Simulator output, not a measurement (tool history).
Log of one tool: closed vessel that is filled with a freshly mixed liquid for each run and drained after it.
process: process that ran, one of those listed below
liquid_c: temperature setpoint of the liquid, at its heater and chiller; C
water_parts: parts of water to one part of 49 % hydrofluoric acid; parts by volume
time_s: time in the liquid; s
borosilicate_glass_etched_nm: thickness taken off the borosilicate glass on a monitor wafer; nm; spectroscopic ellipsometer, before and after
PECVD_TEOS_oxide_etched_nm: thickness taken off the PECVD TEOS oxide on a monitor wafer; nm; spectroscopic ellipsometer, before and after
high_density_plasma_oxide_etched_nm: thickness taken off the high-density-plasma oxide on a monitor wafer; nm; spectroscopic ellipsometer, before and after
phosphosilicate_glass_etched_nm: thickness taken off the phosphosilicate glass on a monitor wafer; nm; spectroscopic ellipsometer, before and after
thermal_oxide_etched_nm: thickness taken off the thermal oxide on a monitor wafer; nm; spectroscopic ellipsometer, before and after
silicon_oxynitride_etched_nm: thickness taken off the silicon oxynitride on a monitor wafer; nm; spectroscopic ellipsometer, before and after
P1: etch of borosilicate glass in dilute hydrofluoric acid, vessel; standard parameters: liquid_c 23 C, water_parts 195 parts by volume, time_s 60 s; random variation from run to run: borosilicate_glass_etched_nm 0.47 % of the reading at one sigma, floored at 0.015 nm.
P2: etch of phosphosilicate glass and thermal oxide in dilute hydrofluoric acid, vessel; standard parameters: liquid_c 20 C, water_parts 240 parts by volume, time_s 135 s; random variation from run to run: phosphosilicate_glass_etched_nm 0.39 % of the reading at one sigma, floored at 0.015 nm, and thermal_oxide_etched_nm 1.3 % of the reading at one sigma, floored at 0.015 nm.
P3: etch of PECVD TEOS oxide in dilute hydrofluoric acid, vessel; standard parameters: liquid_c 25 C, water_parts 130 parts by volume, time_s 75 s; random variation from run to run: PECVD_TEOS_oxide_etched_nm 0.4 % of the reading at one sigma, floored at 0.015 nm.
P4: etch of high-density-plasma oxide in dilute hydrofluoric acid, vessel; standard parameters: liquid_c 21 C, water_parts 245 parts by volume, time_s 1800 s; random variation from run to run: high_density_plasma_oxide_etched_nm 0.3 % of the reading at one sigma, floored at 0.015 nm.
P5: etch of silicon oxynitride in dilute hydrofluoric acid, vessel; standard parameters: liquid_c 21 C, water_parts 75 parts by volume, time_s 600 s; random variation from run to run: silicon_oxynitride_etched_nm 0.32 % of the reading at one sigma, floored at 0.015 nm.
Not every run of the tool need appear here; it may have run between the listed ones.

run	hour	process	liquid_c	water_parts	time_s	borosilicate_glass_etched_nm	PECVD_TEOS_oxide_etched_nm	high_density_plasma_oxide_etched_nm	phosphosilicate_glass_etched_nm	thermal_oxide_etched_nm	silicon_oxynitride_etched_nm
1	7.9	P1	23	195	60	8.5492					
2	12.9	P3	17.5	130	75		8.6308				
3	23.9	P3	25	130	125		19.404				
4	29.4	P1	23	195	30	4.3168					
5	38.1	P4	25.5	245	1800			42.511			
6	43.4	P4	21	245	1800			36.016			
7	48.4	P1	23	195	60	8.545					
8	54.6	P1	18	195	60	7.0846					
9	65.4	P2	20	100	135				71.559	5.0305	
10	72.9	P5	21	75	600						34.167
11	77.7	P2	20	240	240				46.232	3.2255	
12	87.1	P1	23	195	60	8.6007					
13	94.6	P1	23	195	95	13.78					
14	103.4	P1	23	65	60	30.117					
15	108.3	P1	29	195	60	10.774					
16	114.6	P2	20	240	135				25.817	1.831	
17	125	P1	17	280	60	4.4134					
18	131.5	P3	25	130	75		11.562				
19	140.1	P5	27	75	600						45.713
20	149.1	P5	21	75	1170						66.605

Estimate the outcome of run 21 from the log above:
21	160.1	P5	21	35	600						?

{"run 21": {"silicon_oxynitride_etched_nm": 75.297}}
